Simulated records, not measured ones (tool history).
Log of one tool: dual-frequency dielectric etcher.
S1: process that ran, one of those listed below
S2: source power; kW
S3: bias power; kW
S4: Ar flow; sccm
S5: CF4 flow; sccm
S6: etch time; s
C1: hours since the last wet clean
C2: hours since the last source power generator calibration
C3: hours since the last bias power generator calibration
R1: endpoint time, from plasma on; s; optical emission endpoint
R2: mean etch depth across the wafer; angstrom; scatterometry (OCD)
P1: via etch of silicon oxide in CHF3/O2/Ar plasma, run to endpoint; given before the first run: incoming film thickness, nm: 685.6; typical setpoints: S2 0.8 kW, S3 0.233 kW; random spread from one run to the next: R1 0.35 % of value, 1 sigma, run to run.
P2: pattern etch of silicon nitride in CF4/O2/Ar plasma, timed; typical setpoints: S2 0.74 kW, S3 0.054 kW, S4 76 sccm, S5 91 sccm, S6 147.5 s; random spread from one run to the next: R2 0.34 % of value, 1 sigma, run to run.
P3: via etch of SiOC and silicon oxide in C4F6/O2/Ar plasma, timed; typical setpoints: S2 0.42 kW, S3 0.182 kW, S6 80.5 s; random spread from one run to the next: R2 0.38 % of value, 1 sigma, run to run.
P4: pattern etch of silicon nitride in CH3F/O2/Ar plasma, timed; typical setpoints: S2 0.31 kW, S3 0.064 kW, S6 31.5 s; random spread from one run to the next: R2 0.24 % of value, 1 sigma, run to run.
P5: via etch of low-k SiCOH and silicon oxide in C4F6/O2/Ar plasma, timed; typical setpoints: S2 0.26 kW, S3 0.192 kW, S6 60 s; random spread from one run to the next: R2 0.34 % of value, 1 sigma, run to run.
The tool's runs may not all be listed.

run,hour,S1,S2,S3,S4,S5,S6,C1,C2,C3,R1,R2
1,10.7,P1,0.8,0.233,,,,62.2,3016.9,953.8,292.76,
2,19.1,P2,0.74,0.054,76,91,86,70.6,3025.3,962.2,,2444.5
3,30.6,P1,1.09,0.279,,,,82.1,3036.8,973.7,246.97,
4,45,P4,0.31,0.064,,,31.5,96.5,3051.2,988.1,,192.83
5,53.5,P1,0.8,0.146,,,,105,3059.7,996.6,341.87,
6,67.1,P1,0.8,0.233,,,,118.6,3073.3,1010.2,293.95,
7,78.9,P4,0.31,0.064,,,31.5,130.4,3085.1,1022,,193.44
8,92.4,P2,0.74,0.054,76,119,147.5,143.9,3098.6,1035.5,,4293.2
9,103.2,P4,0.31,0.064,,,21.5,154.7,3109.4,1046.3,,131.89
10,119.8,P1,0.8,0.233,,,,171.3,3126,1062.9,294.78,
11,131.7,P1,0.8,0.233,,,,183.2,3137.9,1074.8,293.23,
# hour 137.1: bias power generator calibrated
12,143.7,P3,0.29,0.182,,,80.5,195.2,3149.9,6.6,,802.66
13,155.8,P1,0.63,0.233,,,,207.3,3162,18.7,321.41,
14,166.4,P2,0.74,0.064,76,91,147.5,217.9,3172.6,29.3,,4472.5
15,179.1,P1,0.8,0.233,,,,230.6,3185.3,42,295.37,
16,187.8,P5,0.26,0.233,,,60,239.3,3194,50.7,,1444.7
17,203.9,P5,0.34,0.192,,,60,255.4,3210.1,66.8,,1501.3
18,216,P3,0.42,0.236,,,80.5,267.5,3222.2,78.9,,1005
19,224.9,P1,1.09,0.233,,,,276.4,3231.1,87.8,260.54,
# hour 237: wet clean of the chamber
20,240.8,P1,0.8,0.301,,,,3.8,3247,103.7,268.65,
21,257.5,P2,0.74,0.054,76,91,147.5,20.5,3263.7,120.4,,4188.2
22,268.1,P3,0.42,0.182,,,80.5,31.1,3274.3,131,,921.41
23,282.2,P5,0.26,0.192,,,35.5,45.2,3288.4,145.1,,799.1
24,291.9,P2,0.74,0.054,48,91,147.5,54.9,3298.1,154.8,,4384.9
25,300,P4,0.31,0.085,,,31.5,63,3306.2,162.9,,213.47
26,308.1,P2,0.99,0.054,76,91,147.5,71.1,3314.3,171,,5390.8
27,323.9,P1,0.67,0.312,,,,86.9,3330.1,186.8,283.08,
28,331.9,P5,0.26,0.192,,,60,94.9,3338.1,194.8,,1348.4
29,340.6,P3,0.42,0.182,,,80.5,103.6,3346.8,203.5,,923.73
30,354.1,P3,0.42,0.182,,,98,117.1,3360.3,217,,1126.1
31,362,P5,0.26,0.192,,,60,125,3368.2,224.9,,1350.6
32,374.6,P4,0.18,0.064,,,31.5,137.6,3380.8,237.5,,157.23
33,387.2,P1,0.8,0.233,,,,150.2,3393.4,250.1,293.96,
34,398.5,P1,0.8,0.233,,,,161.5,3404.7,261.4,296.19,
35,407.1,P1,0.8,0.233,,,,170.1,3413.3,270,296.62,
36,422.3,P1,0.8,0.233,,,,185.3,3428.5,285.2,297.07,
37,435.5,P1,0.8,0.233,,,,198.5,3441.7,298.4,296.72,
38,447.5,P1,0.8,0.233,,,,210.5,3453.7,310.4,299.25,
39,464.5,P1,0.8,0.233,,,,227.5,3470.7,327.4,299.5,
# hour 474.9: wet clean of the chamber
40,481.3,P1,0.8,0.233,,,,6.4,3487.5,344.2,299.4,
41,495.9,P1,0.8,0.233,,,,21,3502.1,358.8,297.62,
42,507.4,P1,0.8,0.233,,,,32.5,3513.6,370.3,300.19,
43,519.8,P1,0.8,0.233,,,,44.9,3526,382.7,298.14,
44,532.6,P1,0.8,0.233,,,,57.7,3538.8,395.5,300.13,

The log shows P1 creeping away from where it was. Any of the 2 causes listed here, at the size stated for it, fits the log just as well as the others:
A: bias power that arrives under what is set, % = 5
B: source power that arrives under what is set, % = 4.56
The creep began at about hour 387.2.
Ruled out, with reasons:
chamber walls in a state that lowers the etch rate, %: work on it at hour 474.9, done after the drift set in, did not restore what the process gave before

Consider the 4 check runs below, whose results appear as question marks and each of which averages 2 wafers. Which one distinguishes the causes, in that each cause would give it a clearly different result?
check 1,545.4,P5,0.26,0.192,,,60,,,,,?
check 2,545.4,P2,0.74,0.054,76,91,147.5,,,,,?
check 3,545.4,P3,0.42,0.182,,,80.5,,,,,?
check 4,545.4,P4,0.31,0.064,,,31.5,,,,,?

How each check would come out, cause by cause:
check,result,if A,if B
check 1,R2,1325.4,1323.9
check 2,R2,4103.5,4012.5
check 3,R2,909.75,908.23
check 4,R2,189.55,189.49
Distance between the nearest two causes, measured in the result of the check that separates them most: check 1 0.11 %; check 2 2.24 %; check 3 0.17 %; check 4 0.04 %
Only in check 2 would the causes give clearly different results; in the remaining checks their results would be nearly the same.

After running check 2, the following was obtained: R2 4107.4 angstrom. Which cause does this point to?

It is A: bias power that arrives under what is set, %.
